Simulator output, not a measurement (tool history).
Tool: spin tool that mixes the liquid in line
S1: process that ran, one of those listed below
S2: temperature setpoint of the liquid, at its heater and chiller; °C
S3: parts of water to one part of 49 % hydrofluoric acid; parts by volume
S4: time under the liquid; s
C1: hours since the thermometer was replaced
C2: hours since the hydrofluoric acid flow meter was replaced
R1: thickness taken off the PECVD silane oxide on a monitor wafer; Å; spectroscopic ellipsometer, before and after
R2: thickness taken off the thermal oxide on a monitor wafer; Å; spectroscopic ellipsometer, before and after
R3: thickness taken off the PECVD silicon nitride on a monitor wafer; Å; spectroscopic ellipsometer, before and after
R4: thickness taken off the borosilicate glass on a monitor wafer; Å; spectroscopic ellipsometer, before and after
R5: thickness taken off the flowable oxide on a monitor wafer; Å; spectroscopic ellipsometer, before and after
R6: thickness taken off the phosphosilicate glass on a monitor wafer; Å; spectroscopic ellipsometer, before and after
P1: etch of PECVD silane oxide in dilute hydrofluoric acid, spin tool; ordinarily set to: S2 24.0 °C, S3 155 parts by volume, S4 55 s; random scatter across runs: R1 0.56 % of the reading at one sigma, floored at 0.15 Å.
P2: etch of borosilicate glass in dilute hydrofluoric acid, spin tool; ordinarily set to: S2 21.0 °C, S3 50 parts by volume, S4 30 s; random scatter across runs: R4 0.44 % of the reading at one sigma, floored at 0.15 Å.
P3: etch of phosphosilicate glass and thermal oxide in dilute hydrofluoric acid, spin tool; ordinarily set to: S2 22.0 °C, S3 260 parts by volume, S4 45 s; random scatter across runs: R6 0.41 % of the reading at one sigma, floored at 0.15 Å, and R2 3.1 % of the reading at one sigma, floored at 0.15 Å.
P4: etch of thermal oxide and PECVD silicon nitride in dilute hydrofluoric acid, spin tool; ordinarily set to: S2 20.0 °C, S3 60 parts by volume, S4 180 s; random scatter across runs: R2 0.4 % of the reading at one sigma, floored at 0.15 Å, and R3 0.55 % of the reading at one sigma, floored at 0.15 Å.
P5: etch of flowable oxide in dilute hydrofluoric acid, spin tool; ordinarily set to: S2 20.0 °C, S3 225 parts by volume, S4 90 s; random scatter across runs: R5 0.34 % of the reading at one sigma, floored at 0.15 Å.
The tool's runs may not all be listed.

run	hour	S1	S2	S3	S4	C1	C2	R1	R2	R3	R4	R5	R6
1	5.7	P1	24.0	155	55	261.9	425.8	85.676					
2	15.0	P1	24.0	20	55	271.2	435.1	786.430					
3	21.5	P1	24.0	155	55	277.7	441.6	85.420					
4	28.5	P4	20.0	60	75	284.7	448.6		50.7260	15.597			
5	35.1	P2	21.0	50	30	291.3	455.2				247.49		
6	39.5	P5	20.0	225	90	295.7	459.6					152.890	
7	44.3	P4	20.0	60	180	300.5	464.4		120.2700	37.617			
8	53.2	P1	24.0	270	55	309.4	473.3	43.807					
9	57.9	P3	22.0	260	45	314.1	478.0		6.6555				130.120
10	66.8	P2	25.5	50	30	323.0	486.9				299.67		
11	76.0	P1	32.0	155	55	332.2	496.1	115.630					
12	80.8	P3	22.0	125	45	337.0	500.9		15.1060				313.460
13	86.6	P3	28.5	260	45	342.8	506.7		8.2807				163.640
14	94.9	P5	17.0	225	90	351.1	515.0					136.080	
15	100.0	P1	24.0	155	95	356.2	520.1	148.390					
16	108.2	P5	20.0	90	90	364.4	528.3					439.990	
17	113.1	P3	22.0	260	45	369.3	533.2		6.2948				131.410
18	118.0	P4	24.5	60	180	374.2	538.1		145.4400	51.334			
19	123.0	P1	27.5	40	55	379.2	543.1	445.730					
20	129.1	P1	24.0	155	55	385.3	549.2	86.259					
21	138.7	P1	20.0	155	55	394.9	558.8	72.818					
22	148.0	P2	21.0	85	30	404.2	568.1				139.44		
23	156.0	P5	20.0	225	90	412.2	576.1					153.710	
24	161.0	P1	24.0	265	80	417.2	581.1	65.586					
25	166.8	P3	22.0	260	15	423.0	586.9		2.4961				43.421
26	174.5	P1	24.0	155	55	430.7	594.6	86.557					
27	180.0	P4	20.0	20	180	436.2	600.1		380.0400	108.720			
28	188.4	P5	20.0	225	15	444.6	608.5					25.336	
29	195.9	P1	24.0	155	55	452.1	616.0	84.988					
30	202.4	P1	24.0	155	55	458.6	622.5	85.396					
31	208.1	P2	21.0	50	60	464.3	628.2				493.67		
32	215.7	P1	24.0	155	20	471.9	635.8	31.128					

The next listed run, before its measurement:
33	221.1	P1	24.0	155	55	477.3	641.2	?					

{"run 33": {"R1": 85.331}}
